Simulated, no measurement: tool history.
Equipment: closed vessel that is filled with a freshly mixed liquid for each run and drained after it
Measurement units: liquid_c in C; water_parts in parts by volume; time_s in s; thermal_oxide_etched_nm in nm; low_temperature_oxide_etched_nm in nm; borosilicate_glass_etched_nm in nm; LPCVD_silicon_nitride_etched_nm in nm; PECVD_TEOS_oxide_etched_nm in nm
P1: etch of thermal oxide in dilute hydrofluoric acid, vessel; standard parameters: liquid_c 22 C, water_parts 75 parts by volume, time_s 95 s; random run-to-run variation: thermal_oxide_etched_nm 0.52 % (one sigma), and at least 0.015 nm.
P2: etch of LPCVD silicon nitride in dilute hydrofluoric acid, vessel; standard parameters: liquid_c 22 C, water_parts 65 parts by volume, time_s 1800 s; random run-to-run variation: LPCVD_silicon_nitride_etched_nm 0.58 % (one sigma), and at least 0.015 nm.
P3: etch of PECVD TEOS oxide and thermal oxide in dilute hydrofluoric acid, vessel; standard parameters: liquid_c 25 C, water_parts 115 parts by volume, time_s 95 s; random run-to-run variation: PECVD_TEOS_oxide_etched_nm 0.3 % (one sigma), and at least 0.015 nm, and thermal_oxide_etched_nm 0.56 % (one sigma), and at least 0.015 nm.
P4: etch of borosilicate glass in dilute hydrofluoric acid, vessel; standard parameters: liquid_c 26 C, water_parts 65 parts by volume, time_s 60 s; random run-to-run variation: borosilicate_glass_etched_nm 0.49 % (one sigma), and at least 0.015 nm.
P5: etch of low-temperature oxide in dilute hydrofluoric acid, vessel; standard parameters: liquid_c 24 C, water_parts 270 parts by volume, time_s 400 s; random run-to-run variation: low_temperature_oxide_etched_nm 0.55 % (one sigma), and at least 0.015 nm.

run,day,process,liquid_c,water_parts,time_s,thermal_oxide_etched_nm,low_temperature_oxide_etched_nm,borosilicate_glass_etched_nm,LPCVD_silicon_nitride_etched_nm,PECVD_TEOS_oxide_etched_nm
1,0.171,P1,22,75,95,5.7861,,,,
2,0.4,P5,24,270,400,,22.132,,,
3,0.571,P5,24,270,80,,4.3502,,,
4,0.729,P1,17,75,95,4.681,,,,
5,0.871,P1,22,75,180,10.869,,,,
6,1.171,P4,26,25,60,,,92.055,,
7,1.479,P2,22,105,1800,,,,6.9246,
8,1.75,P2,22,65,130,,,,0.80368,
9,1.967,P5,30,270,400,,26.862,,,
10,2.267,P1,22,75,95,5.7315,,,,
11,2.562,P5,24,270,400,,21.803,,,
12,2.7,P4,26,65,30,,,16.888,,
13,2.892,P5,24,65,400,,115,,,
14,3.092,P1,29.5,75,95,7.734,,,,
15,3.333,P1,22,75,95,5.6908,,,,
16,3.642,P4,26,65,60,,,33.662,,
17,3.817,P3,25,185,95,2.3932,,,,4.1633
18,4.067,P2,22,65,1800,,,,11.106,
19,4.342,P3,17,115,95,3.0068,,,,5.2535
20,4.583,P2,17,65,1800,,,,7.8118,
21,4.762,P3,25,115,95,4.1928,,,,7.2609
# day 4.8: hydrofluoric acid flow meter replaced
22,4.9,P1,28.5,20,95,30.512,,,,
23,5.121,P4,19,65,60,,,25.05,,
24,5.296,P4,26,65,60,,,33.389,,
25,5.583,P1,22,75,95,5.7872,,,,
26,5.892,P1,22,110,95,3.7733,,,,
27,6.075,P1,22,75,95,5.7261,,,,
28,6.371,P3,25,115,95,4.1463,,,,7.2539
29,6.625,P1,28.5,75,50,3.9301,,,,
30,6.917,P1,22,100,165,7.2938,,,,
31,7.217,P1,22,20,95,23.2,,,,
32,7.388,P2,22,65,1800,,,,11.095,
33,7.7,P1,22,75,35,2.1423,,,,
34,7.888,P3,25,115,165,7.3174,,,,12.624
35,8.125,P1,22,75,95,5.693,,,,
36,8.338,P1,22,75,95,6.004,,,,
37,8.638,P1,22,75,95,6.1263,,,,
38,8.775,P1,22,75,95,6.1681,,,,
39,9.004,P1,22,75,95,6.1747,,,,
40,9.221,P1,22,75,95,6.3067,,,,
41,9.5,P1,22,75,95,6.2275,,,,
42,9.704,P1,22,75,95,6.2943,,,,
43,9.938,P1,22,75,95,6.2474,,,,
44,10.229,P1,22,75,95,6.3138,,,,

What P1 gives has crept off from where it sat before. The 2 causes that follow fit the log equally well, each at the size noted:
A: hydrofluoric acid flow above the setpoint (%) = 8.45
B: liquid hotter than its thermometer reads (K) = 2.17
At approximately day 8.125, the process output began to creep.

Of the 4 check runs listed below, each run on one wafer and each result written as a question mark, which would let you distinguish the listed causes because they would give clearly different results?
check 1,10.521,P5,24,110,400,,?,,,
check 2,10.521,P4,26,30,60,,,?,,
check 3,10.521,P3,18,115,95,?,,,,?
check 4,10.521,P2,22,65,510,,,,?,

Outcome of each check run for each possible cause:
check,result,if A,if B
check 1,low_temperature_oxide_etched_nm,70.337,69.842
check 2,borosilicate_glass_etched_nm,82.976,83.326
check 3,thermal_oxide_etched_nm,3.4662,3.461
check 3,PECVD_TEOS_oxide_etched_nm,6.0076,5.9987
check 4,LPCVD_silicon_nitride_etched_nm,3.4063,3.6425
Separation of the two closest causes in each check, using whichever result separates them best: check 1 0.71 %; check 2 0.42 %; check 3 0.15 %; check 4 6.7 %
Check 4 is the one run that separates the causes; every other check would come out nearly the same whichever cause is at work.

Check 4 was then run and gave: LPCVD_silicon_nitride_etched_nm 3.3841 nm. Which cause is it?

Of the candidate causes, it is A: hydrofluoric acid flow above the setpoint (%).

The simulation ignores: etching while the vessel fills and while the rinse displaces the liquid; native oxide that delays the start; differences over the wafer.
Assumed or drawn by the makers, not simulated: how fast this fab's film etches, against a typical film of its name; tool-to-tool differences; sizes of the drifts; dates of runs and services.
